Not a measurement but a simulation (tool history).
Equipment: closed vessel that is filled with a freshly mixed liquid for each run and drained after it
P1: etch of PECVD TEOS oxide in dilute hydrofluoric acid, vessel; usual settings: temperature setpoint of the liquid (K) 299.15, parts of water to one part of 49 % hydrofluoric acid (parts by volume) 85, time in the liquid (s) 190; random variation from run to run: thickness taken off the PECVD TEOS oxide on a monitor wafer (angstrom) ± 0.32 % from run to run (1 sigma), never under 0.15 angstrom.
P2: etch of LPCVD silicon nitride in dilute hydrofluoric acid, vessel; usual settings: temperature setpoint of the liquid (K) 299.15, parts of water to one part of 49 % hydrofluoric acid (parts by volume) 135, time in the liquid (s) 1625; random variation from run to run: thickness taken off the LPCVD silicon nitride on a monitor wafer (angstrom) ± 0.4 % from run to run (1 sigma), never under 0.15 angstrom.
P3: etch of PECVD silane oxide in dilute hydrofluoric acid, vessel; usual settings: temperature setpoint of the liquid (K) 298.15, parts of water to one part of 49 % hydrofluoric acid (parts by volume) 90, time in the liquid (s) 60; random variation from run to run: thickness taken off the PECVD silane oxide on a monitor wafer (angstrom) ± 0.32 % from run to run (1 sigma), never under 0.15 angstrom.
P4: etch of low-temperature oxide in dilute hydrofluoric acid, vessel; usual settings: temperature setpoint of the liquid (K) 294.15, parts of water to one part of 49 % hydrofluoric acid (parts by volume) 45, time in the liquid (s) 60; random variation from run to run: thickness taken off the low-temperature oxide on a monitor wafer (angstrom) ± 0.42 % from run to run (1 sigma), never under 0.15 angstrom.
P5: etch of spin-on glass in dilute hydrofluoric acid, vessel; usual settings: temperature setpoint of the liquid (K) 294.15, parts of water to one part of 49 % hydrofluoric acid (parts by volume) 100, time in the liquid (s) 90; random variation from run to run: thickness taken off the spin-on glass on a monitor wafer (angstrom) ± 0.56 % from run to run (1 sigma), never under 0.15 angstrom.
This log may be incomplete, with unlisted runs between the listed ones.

run	hour	process that ran	temperature setpoint of the liquid (K)	parts of water to one part of 49 % hydrofluoric acid (parts by volume)	time in the liquid (s)	hours since the thermometer was replaced	hours since the hydrofluoric acid flow meter was replaced	thickness taken off the PECVD TEOS oxide on a monitor wafer (angstrom)	thickness taken off the spin-on glass on a monitor wafer (angstrom)	thickness taken off the PECVD silane oxide on a monitor wafer (angstrom)	thickness taken off the LPCVD silicon nitride on a monitor wafer (angstrom)	thickness taken off the low-temperature oxide on a monitor wafer (angstrom)
1	10.5	P1	299.15	85	190	384.1	1167.7	302.63				
2	25.4	P5	294.15	100	30	399	1182.6		86.707			
3	35	P3	305.65	90	60	408.6	1192.2			447.97		
4	50.7	P2	299.15	135	75	424.3	1207.9				3.2769	
5	67.7	P5	294.15	100	90	441.3	1224.9		261.58			
6	79.2	P5	301.15	100	90	452.8	1236.4		340.94			
7	95.2	P1	299.15	85	190	468.8	1252.4	302.11				
8	113.6	P3	298.15	90	90	487.2	1270.8			503.79		
9	121.8	P4	294.15	25	60	495.4	1279					581.33
10	139.8	P2	299.15	135	1625	513.4	1297				68.414	
11	156.1	P3	298.15	90	60	529.7	1313.3			337.76		
12	164.8	P2	299.15	205	1625	538.4	1322				44.669	
13	180.4	P1	293.15	85	190	554	1337.6	238.36				
# hour 191.4: thermometer replaced
14	192	P1	299.15	85	190	0.6	1349.2	300.01				
15	209.7	P1	299.15	85	190	18.3	1366.9	300.96				
16	220	P5	294.15	140	90	28.6	1377.2		177.06			
17	231	P1	293.65	145	190	39.6	1388.2	132.95				
18	247.5	P1	292.15	85	295	56.1	1404.7	352.4				
19	260	P3	298.15	90	60	68.6	1417.2			335.47		
20	271.8	P4	294.15	45	60	80.4	1429					316
21	287.8	P3	298.15	145	60	96.4	1445			195.96		
22	302.9	P1	299.15	20	190	111.5	1460.1	1404.5				
23	314.4	P1	299.15	85	190	123	1471.6	299.66				
24	323.4	P1	299.15	85	30	132	1480.6	47.532				
25	340.3	P1	299.15	115	190	148.9	1497.5	215.75				
26	352.4	P1	299.15	85	300	161	1509.6	476.66				
27	361.4	P4	294.15	45	105	170	1518.6					551.56
28	375.6	P4	301.15	45	60	184.2	1532.8					416.85
29	388.1	P2	307.15	135	1625	196.7	1545.3				112.44	
30	406.9	P1	305.65	85	190	215.5	1564.1	388.46				
31	419	P5	294.15	100	90	227.6	1576.2		259.31			
32	436.5	P1	299.15	85	190	245.1	1593.7	303.29				
33	447.8	P1	299.15	85	190	256.4	1605	311.87				
34	456.2	P1	299.15	85	190	264.8	1613.4	317.5				
35	464.9	P1	299.15	85	190	273.5	1622.1	321.29				
36	480.1	P1	299.15	85	190	288.7	1637.3	326.43				
37	497.8	P1	299.15	85	190	306.4	1655	327.75				
38	507	P1	299.15	85	190	315.6	1664.2	329.73				
39	520.5	P1	299.15	85	190	329.1	1677.7	330.85				
40	536.2	P1	299.15	85	190	344.8	1693.4	332.94				
41	546.4	P1	299.15	85	190	355	1703.6	330.75				
42	557.5	P1	299.15	85	190	366.1	1714.7	331.49				

Compared with where it was, what P1 gives has crept away. Each cause listed below fits the log as well as the rest, at the size given for it:
A: liquid hotter than its thermometer reads (K) = 2.41
B: hydrofluoric acid flow above the setpoint (%) = 8.83
At approximately hour 436.5, the process output began to creep.

Each of the 4 check runs below uses one wafer; its results are left as question marks. Which run tells the causes apart?
check 1	568.6	P2	299.15	195	835						?	
check 2	568.6	P3	298.15	130	60					?		
check 3	568.6	P4	301.15	45	105							?
check 4	568.6	P5	300.65	140	90				?			

How each check would come out, cause by cause:
check	result	if A	if B
check 1	thickness taken off the LPCVD silicon nitride on a monitor wafer (angstrom)	28.129	26.393
check 2	thickness taken off the PECVD silane oxide on a monitor wafer (angstrom)	242.86	244.32
check 3	thickness taken off the low-temperature oxide on a monitor wafer (angstrom)	808.49	803.95
check 4	thickness taken off the spin-on glass on a monitor wafer (angstrom)	248.2	250.82
Gap, in per cent, between the two causes that each check separates least, read from the result that separates them most: check 1 6.37 %; check 2 0.6 %; check 3 0.56 %; check 4 1.05 %
Only check 1 tells the causes apart: in the others they would give nearly the same result.

Here is what check 1 returned: thickness taken off the LPCVD silicon nitride on a monitor wafer (angstrom) 26.277. Which cause is it?

Of the candidate causes, it is B: hydrofluoric acid flow above the setpoint (%).

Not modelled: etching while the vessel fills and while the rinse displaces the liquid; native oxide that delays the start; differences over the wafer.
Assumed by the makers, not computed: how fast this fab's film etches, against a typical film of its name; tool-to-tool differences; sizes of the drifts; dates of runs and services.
